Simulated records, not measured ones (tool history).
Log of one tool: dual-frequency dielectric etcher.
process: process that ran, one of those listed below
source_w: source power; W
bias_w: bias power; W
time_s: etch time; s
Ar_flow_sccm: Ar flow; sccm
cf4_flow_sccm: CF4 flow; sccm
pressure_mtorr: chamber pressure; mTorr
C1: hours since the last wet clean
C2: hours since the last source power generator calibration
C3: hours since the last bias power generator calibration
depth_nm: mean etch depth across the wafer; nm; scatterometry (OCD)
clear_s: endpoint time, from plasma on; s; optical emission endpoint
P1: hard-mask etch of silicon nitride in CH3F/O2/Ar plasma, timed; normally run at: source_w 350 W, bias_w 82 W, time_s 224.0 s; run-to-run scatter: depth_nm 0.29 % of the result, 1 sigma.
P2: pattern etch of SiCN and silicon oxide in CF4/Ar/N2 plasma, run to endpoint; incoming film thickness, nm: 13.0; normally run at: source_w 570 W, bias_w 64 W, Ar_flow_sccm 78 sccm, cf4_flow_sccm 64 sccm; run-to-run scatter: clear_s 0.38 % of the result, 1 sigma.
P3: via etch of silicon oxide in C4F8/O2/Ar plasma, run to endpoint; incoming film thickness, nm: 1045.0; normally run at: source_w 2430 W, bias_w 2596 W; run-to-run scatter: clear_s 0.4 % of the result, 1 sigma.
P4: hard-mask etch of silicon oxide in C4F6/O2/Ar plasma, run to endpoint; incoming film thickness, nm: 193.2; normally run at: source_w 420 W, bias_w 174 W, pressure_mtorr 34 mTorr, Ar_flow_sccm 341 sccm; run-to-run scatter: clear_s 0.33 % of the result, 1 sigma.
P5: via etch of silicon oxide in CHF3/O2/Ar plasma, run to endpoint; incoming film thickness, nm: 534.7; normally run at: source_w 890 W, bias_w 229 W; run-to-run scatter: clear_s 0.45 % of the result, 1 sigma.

Run 1, hour 12.3: process P1, source_w 350 W, bias_w 82 W, time_s 224.0 s; C1 194.1; C2 941.0; C3 1234.5. Result: depth_nm 153.07 nm.
Run 2, hour 25.9: process P2, source_w 340 W, bias_w 64 W, Ar_flow_sccm 78 sccm, cf4_flow_sccm 64 sccm; C1 207.7; C2 954.6; C3 1248.1. Result: clear_s 19.183 s.
Run 3, hour 35.2: process P2, source_w 570 W, bias_w 64 W, Ar_flow_sccm 95 sccm, cf4_flow_sccm 64 sccm; C1 217.0; C2 963.9; C3 1257.4. Result: clear_s 12.630 s.
Run 4, hour 51.0: process P1, source_w 470 W, bias_w 82 W, time_s 224.0 s; C1 232.8; C2 979.7; C3 1273.2. Result: depth_nm 172.35 nm.
Run 5, hour 66.8: process P5, source_w 1180 W, bias_w 229 W; C1 248.6; C2 995.5; C3 1289.0. Result: clear_s 197.390 s.
Run 6, hour 77.1: process P4, source_w 420 W, bias_w 174 W, Ar_flow_sccm 341 sccm, pressure_mtorr 34 mTorr; C1 258.9; C2 1005.8; C3 1299.3. Result: clear_s 62.483 s.
Run 7, hour 92.3: process P4, source_w 420 W, bias_w 105 W, Ar_flow_sccm 341 sccm, pressure_mtorr 34 mTorr; C1 274.1; C2 1021.0; C3 1314.5. Result: clear_s 72.363 s.
Run 8, hour 104.2: process P5, source_w 890 W, bias_w 305 W; C1 286.0; C2 1032.9; C3 1326.4. Result: clear_s 195.900 s.
Run 9, hour 113.6: process P1, source_w 350 W, bias_w 82 W, time_s 224.0 s; C1 295.4; C2 1042.3; C3 1335.8. Result: depth_nm 153.25 nm.
Run 10, hour 125.5: process P2, source_w 570 W, bias_w 64 W, Ar_flow_sccm 78 sccm, cf4_flow_sccm 64 sccm; C1 307.3; C2 1054.2; C3 1347.7. Result: clear_s 12.033 s.
Run 11, hour 142.0: process P4, source_w 420 W, bias_w 174 W, Ar_flow_sccm 204 sccm, pressure_mtorr 34 mTorr; C1 323.8; C2 1070.7; C3 1364.2. Result: clear_s 58.488 s.
Run 12, hour 153.1: process P1, source_w 250 W, bias_w 104 W, time_s 224.0 s; C1 334.9; C2 1081.8; C3 1375.3. Result: depth_nm 148.50 nm.
At hour 161.4: source power generator calibrated.
Run 13, hour 165.0: process P2, source_w 570 W, bias_w 64 W, Ar_flow_sccm 78 sccm, cf4_flow_sccm 64 sccm; C1 346.8; C2 3.6; C3 1387.2. Result: clear_s 12.121 s.
Run 14, hour 173.5: process P4, source_w 420 W, bias_w 174 W, Ar_flow_sccm 341 sccm, pressure_mtorr 44 mTorr; C1 355.3; C2 12.1; C3 1395.7. Result: clear_s 64.317 s.
Run 15, hour 184.3: process P1, source_w 350 W, bias_w 57 W, time_s 224.0 s; C1 366.1; C2 22.9; C3 1406.5. Result: depth_nm 134.87 nm.
Run 16, hour 195.4: process P1, source_w 350 W, bias_w 103 W, time_s 224.0 s; C1 377.2; C2 34.0; C3 1417.6. Result: depth_nm 167.06 nm.
Run 17, hour 207.5: process P1, source_w 350 W, bias_w 111 W, time_s 138.0 s; C1 389.3; C2 46.1; C3 1429.7. Result: depth_nm 106.01 nm.
Run 18, hour 218.0: process P4, source_w 340 W, bias_w 174 W, Ar_flow_sccm 341 sccm, pressure_mtorr 34 mTorr; C1 399.8; C2 56.6; C3 1440.2. Result: clear_s 67.790 s.
Run 19, hour 228.5: process P5, source_w 890 W, bias_w 229 W; C1 410.3; C2 67.1; C3 1450.7. Result: clear_s 218.830 s.
Run 20, hour 243.2: process P1, source_w 350 W, bias_w 82 W, time_s 224.0 s; C1 425.0; C2 81.8; C3 1465.4. Result: depth_nm 153.79 nm.
Run 21, hour 256.5: process P1, source_w 260 W, bias_w 82 W, time_s 224.0 s; C1 438.3; C2 95.1; C3 1478.7. Result: depth_nm 137.62 nm.
Run 22, hour 268.3: process P3, source_w 3290 W, bias_w 2596 W; C1 450.1; C2 106.9; C3 1490.5. Result: clear_s 158.800 s.
Run 23, hour 278.6: process P1, source_w 350 W, bias_w 82 W, time_s 325.0 s; C1 460.4; C2 117.2; C3 1500.8. Result: depth_nm 223.11 nm.
Run 24, hour 293.2: process P3, source_w 2430 W, bias_w 2596 W; C1 475.0; C2 131.8; C3 1515.4. Result: clear_s 179.290 s.
Run 25, hour 308.8: process P1, source_w 350 W, bias_w 82 W, time_s 224.0 s; C1 490.6; C2 147.4; C3 1531.0. Result: depth_nm 153.95 nm.
Run 26, hour 324.5: process P2, source_w 570 W, bias_w 64 W, Ar_flow_sccm 78 sccm, cf4_flow_sccm 86 sccm; C1 506.3; C2 163.1; C3 1546.7. Result: clear_s 11.655 s.
Run 27, hour 338.7: process P2, source_w 570 W, bias_w 48 W, Ar_flow_sccm 78 sccm, cf4_flow_sccm 64 sccm; C1 520.5; C2 177.3; C3 1560.9. Result: clear_s 13.274 s.
Run 28, hour 355.2: process P1, source_w 350 W, bias_w 82 W, time_s 166.5 s; C1 537.0; C2 193.8; C3 1577.4. Result: depth_nm 115.00 nm.
Run 29, hour 364.8: process P3, source_w 2430 W, bias_w 3116 W; C1 546.6; C2 203.4; C3 1587.0. Result: clear_s 169.830 s.
Run 30, hour 381.3: process P1, source_w 350 W, bias_w 82 W, time_s 224.0 s; C1 563.1; C2 219.9; C3 1603.5. Result: depth_nm 153.70 nm.
Run 31, hour 393.3: process P1, source_w 350 W, bias_w 82 W, time_s 224.0 s; C1 575.1; C2 231.9; C3 1615.5. Result: depth_nm 153.20 nm.
Run 32, hour 405.3: process P1, source_w 350 W, bias_w 82 W, time_s 224.0 s; C1 587.1; C2 243.9; C3 1627.5. Result: depth_nm 152.24 nm.
Run 33, hour 413.8: process P1, source_w 350 W, bias_w 82 W, time_s 224.0 s; C1 595.6; C2 252.4; C3 1636.0. Result: depth_nm 152.12 nm.
Run 34, hour 426.6: process P1, source_w 350 W, bias_w 82 W, time_s 224.0 s; C1 608.4; C2 265.2; C3 1648.8. Result: depth_nm 151.88 nm.
At hour 427.4: wet clean of the chamber.
Run 35, hour 435.1: process P1, source_w 350 W, bias_w 82 W, time_s 224.0 s; C1 7.7; C2 273.7; C3 1657.3. Result: depth_nm 152.66 nm.
Run 36, hour 449.5: process P1, source_w 350 W, bias_w 82 W, time_s 224.0 s; C1 22.1; C2 288.1; C3 1671.7. Result: depth_nm 151.00 nm.
Run 37, hour 464.2: process P1, source_w 350 W, bias_w 82 W, time_s 224.0 s; C1 36.8; C2 302.8; C3 1686.4. Result: depth_nm 151.52 nm.
Run 38, hour 472.9: process P1, source_w 350 W, bias_w 82 W, time_s 224.0 s; C1 45.5; C2 311.5; C3 1695.1. Result: depth_nm 152.11 nm.
Run 39, hour 483.5: process P1, source_w 350 W, bias_w 82 W, time_s 224.0 s; C1 56.1; C2 322.1; C3 1705.7. Result: depth_nm 152.01 nm.

What P1 gives has crept away from where it was. These 2 causes fit the log equally well, each at the size given:
A: source power that arrives under what is set, % = 3.82
B: bias power that arrives under what is set, % = 4.02
The creep began at about hour 381.3.
Why every other cause is out:
chamber walls in a state that lowers the etch rate, %: serviced at hour 427.4, which brought nothing back

4 check runs are offered, each on 2 wafers whose results are averaged, their results left as question marks. Which one tells the causes apart?
Run check 1, hour 494.1: process P5, source_w 890 W, bias_w 229 W. Result: clear_s ?.
Run check 2, hour 494.1: process P2, source_w 570 W, bias_w 64 W, Ar_flow_sccm 78 sccm, cf4_flow_sccm 64 sccm. Result: clear_s ?.
Run check 3, hour 494.1: process P4, source_w 420 W, bias_w 174 W, Ar_flow_sccm 341 sccm, pressure_mtorr 34 mTorr. Result: clear_s ?.
Run check 4, hour 494.1: process P3, source_w 2430 W, bias_w 2596 W. Result: clear_s ?.

What each check would give under each cause:
  check   result     if A     if B
check 1  clear_s  221.350  221.180
check 2  clear_s   12.597   12.326
check 3  clear_s   63.372   63.217
check 4  clear_s  182.390  181.800
How far apart the two closest causes lie, in the result that separates them most: check 1 0.08 %; check 2 2.18 %; check 3 0.25 %; check 4 0.32 %
Only check 2 tells the causes apart: in the others they would give nearly the same result.

Then check 2 was run and gave: clear_s 12.598 s. Which cause is it?

It is A: source power that arrives under what is set, %.
